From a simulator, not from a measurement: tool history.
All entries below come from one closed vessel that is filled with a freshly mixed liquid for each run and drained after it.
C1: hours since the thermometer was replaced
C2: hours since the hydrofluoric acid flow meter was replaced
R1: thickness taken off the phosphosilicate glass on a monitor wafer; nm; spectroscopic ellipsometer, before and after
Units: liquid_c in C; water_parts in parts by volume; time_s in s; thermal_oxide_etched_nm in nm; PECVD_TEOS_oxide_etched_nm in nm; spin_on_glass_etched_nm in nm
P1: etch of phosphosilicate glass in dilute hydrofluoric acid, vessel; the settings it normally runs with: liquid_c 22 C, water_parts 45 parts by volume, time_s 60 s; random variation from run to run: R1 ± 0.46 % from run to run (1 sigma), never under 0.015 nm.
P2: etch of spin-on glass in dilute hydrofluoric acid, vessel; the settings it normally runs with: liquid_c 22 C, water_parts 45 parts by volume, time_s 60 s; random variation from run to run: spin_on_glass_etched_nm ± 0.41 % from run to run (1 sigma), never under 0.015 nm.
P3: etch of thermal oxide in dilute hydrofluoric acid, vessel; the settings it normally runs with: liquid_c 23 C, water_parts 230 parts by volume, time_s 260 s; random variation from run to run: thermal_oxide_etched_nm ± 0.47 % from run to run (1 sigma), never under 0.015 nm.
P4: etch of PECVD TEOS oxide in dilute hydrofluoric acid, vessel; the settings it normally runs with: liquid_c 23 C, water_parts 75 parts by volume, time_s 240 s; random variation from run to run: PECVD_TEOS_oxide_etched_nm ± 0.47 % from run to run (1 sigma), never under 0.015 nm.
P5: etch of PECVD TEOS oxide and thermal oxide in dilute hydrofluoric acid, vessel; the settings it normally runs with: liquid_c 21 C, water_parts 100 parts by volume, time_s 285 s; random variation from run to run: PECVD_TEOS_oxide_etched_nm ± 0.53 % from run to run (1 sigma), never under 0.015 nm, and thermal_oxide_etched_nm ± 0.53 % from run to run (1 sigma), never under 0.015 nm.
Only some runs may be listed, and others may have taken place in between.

Run 1, day 0.571: process P1, liquid_c 22 C, water_parts 45 parts by volume, time_s 60 s; C1 1502.2; C2 374.6. Result: R1 223.67 nm.
Run 2, day 1.042: process P3, liquid_c 23 C, water_parts 230 parts by volume, time_s 415 s; C1 1513.5; C2 385.9. Result: thermal_oxide_etched_nm 6.7098 nm.
Run 3, day 1.454: process P5, liquid_c 17 C, water_parts 100 parts by volume, time_s 285 s; C1 1523.4; C2 395.8. Result: thermal_oxide_etched_nm 10.385 nm, PECVD_TEOS_oxide_etched_nm 23.241 nm.
Run 4, day 1.954: process P2, liquid_c 22 C, water_parts 45 parts by volume, time_s 60 s; C1 1535.4; C2 407.8. Result: spin_on_glass_etched_nm 60.761 nm.
Run 5, day 2.504: process P1, liquid_c 22 C, water_parts 45 parts by volume, time_s 60 s; C1 1548.6; C2 421. Result: R1 222.89 nm.
Run 6, day 3.062: process P4, liquid_c 23 C, water_parts 20 parts by volume, time_s 240 s; C1 1562; C2 434.4. Result: PECVD_TEOS_oxide_etched_nm 107.9 nm.
Run 7, day 3.658: process P1, liquid_c 22 C, water_parts 45 parts by volume, time_s 60 s; C1 1576.3; C2 448.7. Result: R1 221.07 nm.
Run 8, day 4.142: process P2, liquid_c 22 C, water_parts 70 parts by volume, time_s 60 s; C1 1587.9; C2 460.3. Result: spin_on_glass_etched_nm 38.362 nm.
Run 9, day 4.508: process P3, liquid_c 23 C, water_parts 365 parts by volume, time_s 260 s; C1 1596.7; C2 469.1. Result: thermal_oxide_etched_nm 2.3364 nm.
Run 10, day 4.954: process P4, liquid_c 23 C, water_parts 75 parts by volume, time_s 240 s; C1 1607.4; C2 479.8. Result: PECVD_TEOS_oxide_etched_nm 26.737 nm.
Run 11, day 5.221: process P1, liquid_c 22 C, water_parts 65 parts by volume, time_s 60 s; C1 1613.8; C2 486.2. Result: R1 150.6 nm.
Run 12, day 5.721: process P5, liquid_c 21 C, water_parts 100 parts by volume, time_s 285 s; C1 1625.8; C2 498.2. Result: thermal_oxide_etched_nm 12.245 nm, PECVD_TEOS_oxide_etched_nm 27.661 nm.
Run 13, day 6.292: process P2, liquid_c 17 C, water_parts 45 parts by volume, time_s 60 s; C1 1639.5; C2 511.9. Result: spin_on_glass_etched_nm 49.45 nm.
Run 14, day 6.692: process P1, liquid_c 29.5 C, water_parts 45 parts by volume, time_s 60 s; C1 1649.1; C2 521.5. Result: R1 304.4 nm.
Run 15, day 7.167: process P3, liquid_c 23 C, water_parts 230 parts by volume, time_s 260 s; C1 1660.5; C2 532.9. Result: thermal_oxide_etched_nm 4.2164 nm.
Run 16, day 7.475: process P2, liquid_c 22 C, water_parts 45 parts by volume, time_s 110 s; C1 1667.9; C2 540.3. Result: spin_on_glass_etched_nm 112.11 nm.
Run 17, day 7.833: process P1, liquid_c 22 C, water_parts 45 parts by volume, time_s 115 s; C1 1676.5; C2 548.9. Result: R1 427.55 nm.
Run 18, day 8.304: process P1, liquid_c 22 C, water_parts 45 parts by volume, time_s 60 s; C1 1687.8; C2 560.2. Result: R1 223.75 nm.
Run 19, day 8.871: process P3, liquid_c 17 C, water_parts 230 parts by volume, time_s 260 s; C1 1701.4; C2 573.8. Result: thermal_oxide_etched_nm 3.3507 nm.
Run 20, day 9.45: process P1, liquid_c 22 C, water_parts 45 parts by volume, time_s 60 s; C1 1715.3; C2 587.7. Result: R1 223.14 nm.
Run 21, day 10.017: process P1, liquid_c 22 C, water_parts 20 parts by volume, time_s 60 s; C1 1728.9; C2 601.3. Result: R1 517.57 nm.
Run 22, day 10.629: process P4, liquid_c 17 C, water_parts 75 parts by volume, time_s 240 s; C1 1743.6; C2 616. Result: PECVD_TEOS_oxide_etched_nm 20.955 nm.
Run 23, day 11.054: process P3, liquid_c 23 C, water_parts 230 parts by volume, time_s 260 s; C1 1753.8; C2 626.2. Result: thermal_oxide_etched_nm 4.2417 nm.
Run 24, day 11.662: process P1, liquid_c 17 C, water_parts 45 parts by volume, time_s 60 s; C1 1768.4; C2 640.8. Result: R1 179.8 nm.
Run 25, day 12.192: process P5, liquid_c 21 C, water_parts 100 parts by volume, time_s 465 s; C1 1781.1; C2 653.5. Result: thermal_oxide_etched_nm 20.18 nm, PECVD_TEOS_oxide_etched_nm 45.242 nm.
Run 26, day 12.671: process P5, liquid_c 21 C, water_parts 100 parts by volume, time_s 285 s; C1 1792.6; C2 665. Result: thermal_oxide_etched_nm 12.294 nm, PECVD_TEOS_oxide_etched_nm 27.696 nm.
Run 27, day 13.038: process P5, liquid_c 21 C, water_parts 180 parts by volume, time_s 285 s; C1 1801.4; C2 673.8. Result: thermal_oxide_etched_nm 6.3415 nm, PECVD_TEOS_oxide_etched_nm 14.194 nm.
Run 28, day 13.558: process P4, liquid_c 23 C, water_parts 75 parts by volume, time_s 425 s; C1 1813.9; C2 686.3. Result: PECVD_TEOS_oxide_etched_nm 47.674 nm.
Run 29, day 14.133: process P2, liquid_c 22 C, water_parts 45 parts by volume, time_s 60 s; C1 1827.7; C2 700.1. Result: spin_on_glass_etched_nm 61.104 nm.
Run 30, day 14.421: process P1, liquid_c 22 C, water_parts 45 parts by volume, time_s 30 s; C1 1834.6; C2 707. Result: R1 111.92 nm.

What will run 31 give?
Run 31, day 15.021: process P1, liquid_c 30 C, water_parts 65 parts by volume, time_s 60 s; C1 1849; C2 721.4. Result: R1 ?.

Logged for run 31: R1 207.29 nm.
